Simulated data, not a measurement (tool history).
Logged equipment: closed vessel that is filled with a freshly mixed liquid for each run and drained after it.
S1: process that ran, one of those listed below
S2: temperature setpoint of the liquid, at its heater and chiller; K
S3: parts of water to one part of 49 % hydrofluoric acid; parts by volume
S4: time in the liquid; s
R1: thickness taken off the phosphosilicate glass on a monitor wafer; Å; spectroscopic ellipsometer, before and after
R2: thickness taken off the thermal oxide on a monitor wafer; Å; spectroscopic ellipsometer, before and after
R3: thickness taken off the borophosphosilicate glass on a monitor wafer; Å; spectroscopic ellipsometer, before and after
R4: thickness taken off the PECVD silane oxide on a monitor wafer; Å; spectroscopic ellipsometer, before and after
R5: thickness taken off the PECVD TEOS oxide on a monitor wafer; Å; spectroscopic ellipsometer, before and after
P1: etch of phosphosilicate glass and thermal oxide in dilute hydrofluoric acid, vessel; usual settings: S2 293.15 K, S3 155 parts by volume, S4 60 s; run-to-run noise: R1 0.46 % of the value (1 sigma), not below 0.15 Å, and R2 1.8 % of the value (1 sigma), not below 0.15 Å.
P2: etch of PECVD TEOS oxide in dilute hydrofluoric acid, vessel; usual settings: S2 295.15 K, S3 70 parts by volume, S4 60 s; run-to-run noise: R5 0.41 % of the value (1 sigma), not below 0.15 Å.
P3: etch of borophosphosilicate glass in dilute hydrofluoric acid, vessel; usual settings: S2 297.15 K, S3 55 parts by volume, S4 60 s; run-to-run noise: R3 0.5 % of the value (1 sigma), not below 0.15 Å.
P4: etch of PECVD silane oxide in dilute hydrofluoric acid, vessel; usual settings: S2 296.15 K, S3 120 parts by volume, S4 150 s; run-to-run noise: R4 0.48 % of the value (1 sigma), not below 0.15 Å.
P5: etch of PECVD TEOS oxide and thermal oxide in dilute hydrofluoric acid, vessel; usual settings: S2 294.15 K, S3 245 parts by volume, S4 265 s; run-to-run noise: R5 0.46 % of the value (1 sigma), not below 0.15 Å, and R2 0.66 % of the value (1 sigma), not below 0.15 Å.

| run | hour | S1 | S2 | S3 | S4 | R1 | R2 | R3 | R4 | R5 |
|---|---|---|---|---|---|---|---|---|---|---|
| 1 | 8.5 | P1 | 293.15 | 155 | 60 | 296.110 | 14.0330 |  |  |  |
| 2 | 24.2 | P1 | 293.15 | 155 | 115 | 569.160 | 27.6530 |  |  |  |
| 3 | 37.9 | P3 | 297.15 | 55 | 60 |  |  | 678.15 |  |  |
| 4 | 51.0 | P1 | 293.15 | 155 | 35 | 173.200 | 8.0642 |  |  |  |
| 5 | 60.7 | P1 | 293.15 | 50 | 60 | 1041.800 | 48.5100 |  |  |  |
| 6 | 73.3 | P4 | 296.15 | 120 | 300 |  |  |  | 920.94 |  |
| 7 | 86.5 | P3 | 297.15 | 90 | 60 |  |  | 394.63 |  |  |
| 8 | 96.7 | P5 | 302.15 | 245 | 265 |  | 54.5630 |  |  | 92.271 |
| 9 | 111.6 | P1 | 293.15 | 155 | 60 | 295.350 | 14.0230 |  |  |  |
| 10 | 125.9 | P1 | 293.15 | 155 | 60 | 298.710 | 14.6220 |  |  |  |
| 11 | 138.4 | P5 | 294.15 | 245 | 70 |  | 10.9580 |  |  | 18.675 |
| 12 | 147.8 | P2 | 290.15 | 70 | 60 |  |  |  |  | 85.315 |
| 13 | 160.3 | P5 | 294.15 | 245 | 265 |  | 40.4660 |  |  | 69.816 |
| 14 | 174.7 | P2 | 295.15 | 70 | 60 |  |  |  |  | 104.320 |
| 15 | 188.0 | P1 | 293.15 | 280 | 30 | 73.228 | 3.5382 |  |  |  |
| 16 | 200.4 | P1 | 290.15 | 155 | 60 | 264.920 | 12.4590 |  |  |  |
| 17 | 210.7 | P4 | 296.15 | 40 | 150 |  |  |  | 1526.60 |  |
| 18 | 225.9 | P2 | 295.15 | 120 | 60 |  |  |  |  | 57.634 |
| 19 | 242.8 | P1 | 300.15 | 155 | 60 | 392.710 | 18.9610 |  |  |  |
| 20 | 257.8 | P4 | 290.15 | 120 | 150 |  |  |  | 362.10 |  |
| 21 | 274.8 | P3 | 291.65 | 55 | 60 |  |  | 532.20 |  |  |
| 22 | 286.7 | P3 | 297.15 | 55 | 30 |  |  | 338.75 |  |  |
| 23 | 297.0 | P2 | 295.15 | 70 | 30 |  |  |  |  | 52.295 |
| 24 | 313.7 | P3 | 297.15 | 55 | 60 |  |  | 668.62 |  |  |
| 25 | 325.4 | P1 | 293.15 | 215 | 60 | 200.450 | 9.9155 |  |  |  |
|  | 326.2 | hydrofluoric acid flow meter replaced |
| 26 | 335.4 | P5 | 294.15 | 440 | 265 |  | 18.9570 |  |  | 33.094 |
| 27 | 343.6 | P1 | 300.15 | 155 | 30 | 197.060 | 9.1771 |  |  |  |
| 28 | 358.0 | P1 | 293.15 | 155 | 60 | 298.390 | 14.1710 |  |  |  |
| 29 | 366.0 | P1 | 293.15 | 155 | 60 | 298.790 | 14.6560 |  |  |  |
| 30 | 373.5 | P1 | 290.15 | 75 | 60 | 589.740 | 28.0870 |  |  |  |
| 31 | 389.4 | P4 | 296.15 | 120 | 150 |  |  |  | 462.16 |  |
| 32 | 397.4 | P1 | 293.15 | 155 | 60 | 297.530 | 14.2690 |  |  |  |
| 33 | 412.3 | P1 | 293.15 | 155 | 60 | 309.160 | 14.6060 |  |  |  |
| 34 | 420.9 | P1 | 293.15 | 155 | 60 | 311.360 | 15.2770 |  |  |  |
| 35 | 431.9 | P1 | 293.15 | 155 | 60 | 318.590 | 15.2140 |  |  |  |
| 36 | 441.9 | P1 | 293.15 | 155 | 60 | 320.290 | 15.3000 |  |  |  |
| 37 | 456.8 | P1 | 293.15 | 155 | 60 | 320.690 | 15.7290 |  |  |  |
| 38 | 468.0 | P1 | 293.15 | 155 | 60 | 322.980 | 14.8310 |  |  |  |
| 39 | 484.5 | P1 | 293.15 | 155 | 60 | 321.380 | 15.2900 |  |  |  |
| 40 | 495.2 | P1 | 293.15 | 155 | 60 | 321.930 | 15.7790 |  |  |  |
| 41 | 505.8 | P1 | 293.15 | 155 | 60 | 323.900 | 14.8550 |  |  |  |

The log shows P1 creeping away from where it was. Any of the 2 causes listed here, at the size stated for it, fits the log just as well as the others:
A: hydrofluoric acid flow above the setpoint (%) = 7.36
B: liquid hotter than its thermometer reads (K) = 2.1
At approximately hour 397.4, the process output began to creep.

Consider the 4 check runs below, whose results appear as question marks and each of which averages 2 wafers. Which one distinguishes the causes, in that each cause would give it a clearly different result?
| check 1 | 516.4 | P5 | 299.65 | 425 | 265 |  | ? |  |  | ? |
| check 2 | 516.4 | P4 | 296.15 | 75 | 210 |  |  |  | ? |  |
| check 3 | 516.4 | P2 | 295.15 | 105 | 60 |  |  |  |  | ? |
| check 4 | 516.4 | P3 | 297.15 | 75 | 30 |  |  | ? |  |  |

Check results expected under each cause:
| check | result | if A | if B |
|---|---|---|---|
| check 1 | R2 | 26.3800 | 25.5140 |
| check 1 | R5 | 45.301 | 43.815 |
| check 2 | R4 | 1180.80 | 1189.50 |
| check 3 | R5 | 72.439 | 72.742 |
| check 4 | R3 | 259.52 | 261.19 |
Gap, in per cent, between the two causes that each check separates least, read from the result that separates them most: check 1 3.33 %; check 2 0.73 %; check 3 0.42 %; check 4 0.64 %
Only in check 1 would the causes give clearly different results; in the remaining checks their results would be nearly the same.

Check 1 has now been run. It gave: R2 26.3710 Å; R5 45.404 Å. Which of the candidate causes is it?

It was cause A: hydrofluoric acid flow above the setpoint (%).
